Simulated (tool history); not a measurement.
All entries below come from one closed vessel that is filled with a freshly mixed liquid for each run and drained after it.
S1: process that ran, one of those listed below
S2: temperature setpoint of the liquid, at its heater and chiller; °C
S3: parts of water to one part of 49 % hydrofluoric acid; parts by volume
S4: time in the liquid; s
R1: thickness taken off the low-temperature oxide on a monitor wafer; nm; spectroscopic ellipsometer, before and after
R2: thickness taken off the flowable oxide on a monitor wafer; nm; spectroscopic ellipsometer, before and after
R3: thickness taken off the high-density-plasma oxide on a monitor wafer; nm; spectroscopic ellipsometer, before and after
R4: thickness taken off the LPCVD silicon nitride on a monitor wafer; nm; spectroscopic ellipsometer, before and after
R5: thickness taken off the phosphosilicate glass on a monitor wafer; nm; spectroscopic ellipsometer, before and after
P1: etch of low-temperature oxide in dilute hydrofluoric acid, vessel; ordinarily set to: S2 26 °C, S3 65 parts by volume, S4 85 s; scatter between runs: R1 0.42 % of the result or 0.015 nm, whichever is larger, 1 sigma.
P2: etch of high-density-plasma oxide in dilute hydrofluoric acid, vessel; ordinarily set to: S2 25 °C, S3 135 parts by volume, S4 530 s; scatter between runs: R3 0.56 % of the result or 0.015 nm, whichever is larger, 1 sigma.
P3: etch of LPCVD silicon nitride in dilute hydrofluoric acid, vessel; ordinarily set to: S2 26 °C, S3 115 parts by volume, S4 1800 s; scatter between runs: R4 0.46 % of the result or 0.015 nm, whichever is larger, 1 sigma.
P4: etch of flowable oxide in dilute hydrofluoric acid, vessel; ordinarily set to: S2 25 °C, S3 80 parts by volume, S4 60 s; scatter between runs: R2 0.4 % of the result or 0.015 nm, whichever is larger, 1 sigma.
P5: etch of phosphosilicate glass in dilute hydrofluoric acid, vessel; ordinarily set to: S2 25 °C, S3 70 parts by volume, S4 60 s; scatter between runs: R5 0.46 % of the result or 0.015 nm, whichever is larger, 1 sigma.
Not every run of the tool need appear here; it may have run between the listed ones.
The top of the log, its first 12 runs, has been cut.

run     day  S1    S2   S3    S4      R1      R2      R3       R4      R5
 13   6.167  P4    29   80    60          48.492
 14   6.579  P5    25   70    60                                   126.47
 15   7.258  P2    25  135   955                  40.611
 16   7.879  P1  21.5   65    85  23.989
 17   8.475  P3  21.5  115  1800                           7.4709
 18   8.971  P1    26   65    85  29.074
 19   9.642  P5    25   70    30                                   62.582
 20  10.212  P1    26  105    30  5.9807
 21  10.875  P1  33.5   65    85  38.673
 22  11.479  P3    26  115    45                          0.25787
 23  12.071  P1    26   65   125  42.518
 24  12.533  P1    26   65    35  11.983
 25  13.038  P1    26   65    85  29.288
 26  13.696  P1    26   20    85     100
 27  14.154  P2    25   45   530                  75.557
 28  14.479  P1    26   65    85  28.906
 29  15.062  P3    26  205  1800                           5.6568

Run 30 comes next. What will it give?
 30  15.446  P5  25  35  60                   ?

Run 30 produced R5 264.88 nm.

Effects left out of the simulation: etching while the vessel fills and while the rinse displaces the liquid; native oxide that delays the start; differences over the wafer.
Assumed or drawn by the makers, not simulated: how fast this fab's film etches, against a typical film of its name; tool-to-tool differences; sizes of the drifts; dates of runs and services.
